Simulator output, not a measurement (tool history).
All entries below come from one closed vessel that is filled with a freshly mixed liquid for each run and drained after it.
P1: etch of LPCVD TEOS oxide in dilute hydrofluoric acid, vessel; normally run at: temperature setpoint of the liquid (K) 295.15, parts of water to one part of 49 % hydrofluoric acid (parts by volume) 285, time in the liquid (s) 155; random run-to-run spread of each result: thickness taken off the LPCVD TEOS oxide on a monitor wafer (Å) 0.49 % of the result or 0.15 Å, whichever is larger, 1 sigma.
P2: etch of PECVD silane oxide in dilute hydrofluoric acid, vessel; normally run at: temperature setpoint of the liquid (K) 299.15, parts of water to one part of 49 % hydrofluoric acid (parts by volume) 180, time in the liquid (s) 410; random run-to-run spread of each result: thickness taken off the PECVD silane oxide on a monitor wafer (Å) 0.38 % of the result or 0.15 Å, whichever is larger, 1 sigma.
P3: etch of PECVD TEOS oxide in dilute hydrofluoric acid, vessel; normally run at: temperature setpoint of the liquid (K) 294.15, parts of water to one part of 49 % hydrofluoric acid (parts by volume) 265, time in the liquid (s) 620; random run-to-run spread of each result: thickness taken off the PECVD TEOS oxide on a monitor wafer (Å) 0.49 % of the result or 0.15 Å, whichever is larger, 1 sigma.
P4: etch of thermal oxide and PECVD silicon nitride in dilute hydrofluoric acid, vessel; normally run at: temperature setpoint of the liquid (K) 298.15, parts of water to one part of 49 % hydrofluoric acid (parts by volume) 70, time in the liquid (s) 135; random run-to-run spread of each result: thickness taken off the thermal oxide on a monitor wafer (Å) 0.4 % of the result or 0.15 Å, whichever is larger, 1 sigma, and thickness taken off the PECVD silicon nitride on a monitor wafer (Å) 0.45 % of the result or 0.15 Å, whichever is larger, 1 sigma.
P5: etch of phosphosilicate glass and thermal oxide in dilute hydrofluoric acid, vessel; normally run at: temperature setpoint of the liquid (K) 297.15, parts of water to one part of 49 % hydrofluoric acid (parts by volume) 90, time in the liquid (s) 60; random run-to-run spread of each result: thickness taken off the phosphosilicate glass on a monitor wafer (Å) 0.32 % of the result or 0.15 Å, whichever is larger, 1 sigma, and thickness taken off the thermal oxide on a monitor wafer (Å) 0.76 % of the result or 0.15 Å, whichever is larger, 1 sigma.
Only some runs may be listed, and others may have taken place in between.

run,hour,process that ran,temperature setpoint of the liquid (K),parts of water to one part of 49 % hydrofluoric acid (parts by volume),time in the liquid (s),hours since the thermometer was replaced,hours since the hydrofluoric acid flow meter was replaced,thickness taken off the LPCVD TEOS oxide on a monitor wafer (Å),thickness taken off the phosphosilicate glass on a monitor wafer (Å),thickness taken off the thermal oxide on a monitor wafer (Å),thickness taken off the PECVD silicon nitride on a monitor wafer (Å),thickness taken off the PECVD TEOS oxide on a monitor wafer (Å),thickness taken off the PECVD silane oxide on a monitor wafer (Å)
1,6.4,P1,295.15,285,155,721.2,208.6,194.940,,,,,
2,14.9,P5,297.15,90,60,729.7,217.1,,779.70,31.786,,,
3,19.3,P1,290.65,285,155,734.1,221.5,167.080,,,,,
4,23.5,P1,295.15,455,155,738.3,225.7,105.650,,,,,
5,28.2,P5,297.15,135,60,743.0,230.4,,491.16,19.963,,,
6,36.4,P4,298.15,70,30,751.2,238.6,,,22.318,16.336,,
7,44.3,P5,305.15,90,60,759.1,246.5,,1063.20,43.192,,,
8,49.6,P1,295.15,285,155,764.4,251.8,198.510,,,,,
9,54.8,P3,294.15,395,620,769.6,257.0,,,,,136.99,
10,59.6,P3,294.15,265,620,774.4,261.8,,,,,229.22,
11,64.4,P4,298.15,20,135,779.2,266.6,,,371.160,247.120,,
12,69.0,P4,298.15,70,135,783.8,271.2,,,98.693,73.281,,
13,75.4,P2,299.15,180,410,790.2,277.6,,,,,,428.820
14,80.3,P1,295.15,175,155,795.1,282.5,357.560,,,,,
15,84.8,P5,297.15,90,100,799.6,287.0,,1296.20,53.516,,,
16,93.5,P4,304.65,70,135,808.3,295.7,,,127.380,111.740,,
17,99.4,P3,294.15,265,620,814.2,301.6,,,,,227.75,
18,103.8,P1,295.15,285,155,818.6,306.0,198.090,,,,,
19,108.5,P2,299.15,320,410,823.3,310.7,,,,,,208.630
20,115.7,P1,295.15,285,155,830.5,317.9,198.090,,,,,
21,119.9,P1,295.15,285,155,834.7,322.1,195.700,,,,,
22,125.8,P3,294.15,265,285,840.6,328.0,,,,,104.00,
23,134.3,P3,301.15,265,620,849.1,336.5,,,,,291.71,
24,140.5,P1,295.15,285,255,855.3,342.7,321.300,,,,,
25,146.9,P2,305.65,180,410,861.7,349.1,,,,,,540.520
26,153.3,P1,302.15,285,155,868.1,355.5,253.350,,,,,
27,158.1,P1,300.65,285,295,872.9,360.3,451.810,,,,,
28,164.1,P2,299.15,180,30,878.9,366.3,,,,,,31.614
29,172.3,P1,295.15,285,30,887.1,374.5,37.907,,,,,
30,176.5,P1,295.15,285,155,891.3,378.7,198.740,,,,,
31,184.2,P1,295.15,285,155,899.0,386.4,201.570,,,,,
32,192.2,P1,295.15,285,155,907.0,394.4,204.730,,,,,
33,199.8,P1,295.15,285,155,914.6,402.0,207.550,,,,,
34,206.3,P1,295.15,285,155,921.1,408.5,206.980,,,,,
35,211.1,P1,295.15,285,155,925.9,413.3,207.820,,,,,
36,218.0,P1,295.15,285,155,932.8,420.2,210.180,,,,,
37,226.6,P1,295.15,285,155,941.4,428.8,211.810,,,,,
38,231.6,P1,295.15,285,155,946.4,433.8,211.440,,,,,
39,237.7,P1,295.15,285,155,952.5,439.9,211.380,,,,,
40,245.4,P1,295.15,285,155,960.2,447.6,211.620,,,,,
41,252.0,P1,295.15,285,155,966.8,454.2,209.350,,,,,

What P1 gives has crept away from where it was. These 2 causes fit the log equally well, each at the size given:
A: hydrofluoric acid flow above the setpoint (%) = 5.84
B: liquid hotter than its thermometer reads (K) = 2.03
The drift started at roughly hour 176.5.

Consider the 4 single-wafer check runs listed below, results given as question marks: which one distinguishes between the causes by giving clearly different results for each?
check 1,258.6,P2,299.15,315,100,,,,,,,,?
check 2,258.6,P4,298.15,50,30,,,,,?,?,,
check 3,258.6,P5,305.15,120,60,,,,?,?,,,
check 4,258.6,P3,298.15,380,620,,,,,,,?,

Expected result of each check under each candidate cause:
check,result,if A,if B
check 1,thickness taken off the PECVD silane oxide on a monitor wafer (Å),55.717,55.327
check 2,thickness taken off the thermal oxide on a monitor wafer (Å),33.555,34.290
check 2,thickness taken off the PECVD silicon nitride on a monitor wafer (Å),23.990,25.968
check 3,thickness taken off the phosphosilicate glass on a monitor wafer (Å),815.30,820.49
check 3,thickness taken off the thermal oxide on a monitor wafer (Å),33.008,33.218
check 4,thickness taken off the PECVD TEOS oxide on a monitor wafer (Å),177.16,175.26
How far apart the two closest causes lie, in the result that separates them most: check 1 0.7 %; check 2 7.92 %; check 3 0.64 %; check 4 1.08 %
Of the check runs offered, only check 2 discriminates between the causes; the rest would read about the same regardless of which cause applies.

Check 2 was carried out, with these results: thickness taken off the thermal oxide on a monitor wafer (Å) 33.626; thickness taken off the PECVD silicon nitride on a monitor wafer (Å) 23.743. Which of the listed causes is responsible?

Of the candidate causes, it is A: hydrofluoric acid flow above the setpoint (%).
